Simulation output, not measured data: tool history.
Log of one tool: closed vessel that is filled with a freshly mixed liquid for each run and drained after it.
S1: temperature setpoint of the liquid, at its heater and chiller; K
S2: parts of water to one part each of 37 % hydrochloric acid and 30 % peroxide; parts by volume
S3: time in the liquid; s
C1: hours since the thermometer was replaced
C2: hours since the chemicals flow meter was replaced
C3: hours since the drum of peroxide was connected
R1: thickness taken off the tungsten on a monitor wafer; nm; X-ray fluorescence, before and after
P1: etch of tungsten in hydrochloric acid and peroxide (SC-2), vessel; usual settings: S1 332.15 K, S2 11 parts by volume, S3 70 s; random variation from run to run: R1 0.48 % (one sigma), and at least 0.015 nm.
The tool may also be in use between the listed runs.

Run 1, hour 5.9: S1 332.15 K, S2 11 parts by volume, S3 70 s; C1 979.4; C2 502.9; C3 790.6. Result: R1 19.087 nm.
Run 2, hour 16.9: S1 332.15 K, S2 11 parts by volume, S3 70 s; C1 990.4; C2 513.9; C3 801.6. Result: R1 19.127 nm.
Run 3, hour 26.5: S1 332.15 K, S2 11 parts by volume, S3 70 s; C1 1000; C2 523.5; C3 811.2. Result: R1 19.262 nm.
Run 4, hour 36: S1 324.15 K, S2 17.5 parts by volume, S3 70 s; C1 1009.5; C2 533; C3 820.7. Result: R1 7.6439 nm.
Run 5, hour 45.2: S1 332.15 K, S2 11 parts by volume, S3 70 s; C1 1018.7; C2 542.2; C3 829.9. Result: R1 19.138 nm.
Run 6, hour 51.8: S1 317.15 K, S2 11 parts by volume, S3 70 s; C1 1025.3; C2 548.8; C3 836.5. Result: R1 7.0889 nm.
Run 7, hour 58: S1 345.15 K, S2 11 parts by volume, S3 35 s; C1 1031.5; C2 555; C3 842.7. Result: R1 21.017 nm.
Run 8, hour 67.6: S1 340.65 K, S2 11 parts by volume, S3 110 s; C1 1041.1; C2 564.6; C3 852.3. Result: R1 51.094 nm.
Run 9, hour 73.5: S1 332.15 K, S2 11 parts by volume, S3 135 s; C1 1047; C2 570.5; C3 858.2. Result: R1 37.207 nm.
Run 10, hour 82.8: S1 344.65 K, S2 11 parts by volume, S3 70 s; C1 1056.3; C2 579.8; C3 867.5. Result: R1 41.068 nm.
Run 11, hour 91.6: S1 332.15 K, S2 4 parts by volume, S3 70 s; C1 1065.1; C2 588.6; C3 876.3. Result: R1 41.347 nm.
At hour 98.5: new drum of peroxide connected.
Run 12, hour 104.3: S1 332.15 K, S2 11 parts by volume, S3 35 s; C1 1077.8; C2 601.3; C3 5.8. Result: R1 9.5754 nm.
Run 13, hour 111.8: S1 332.15 K, S2 17.5 parts by volume, S3 70 s; C1 1085.3; C2 608.8; C3 13.3. Result: R1 12.777 nm.
Run 14, hour 118.8: S1 332.15 K, S2 11 parts by volume, S3 70 s; C1 1092.3; C2 615.8; C3 20.3. Result: R1 19.211 nm.
Run 15, hour 129.9: S1 332.15 K, S2 11 parts by volume, S3 70 s; C1 1103.4; C2 626.9; C3 31.4. Result: R1 18.615 nm.

The next listed run, before its measurement:
Run 16, hour 141.1: S1 332.15 K, S2 11 parts by volume, S3 70 s; C1 1114.6; C2 638.1; C3 42.6. Result: R1 ?.

Run 16 gave R1 18.228 nm.

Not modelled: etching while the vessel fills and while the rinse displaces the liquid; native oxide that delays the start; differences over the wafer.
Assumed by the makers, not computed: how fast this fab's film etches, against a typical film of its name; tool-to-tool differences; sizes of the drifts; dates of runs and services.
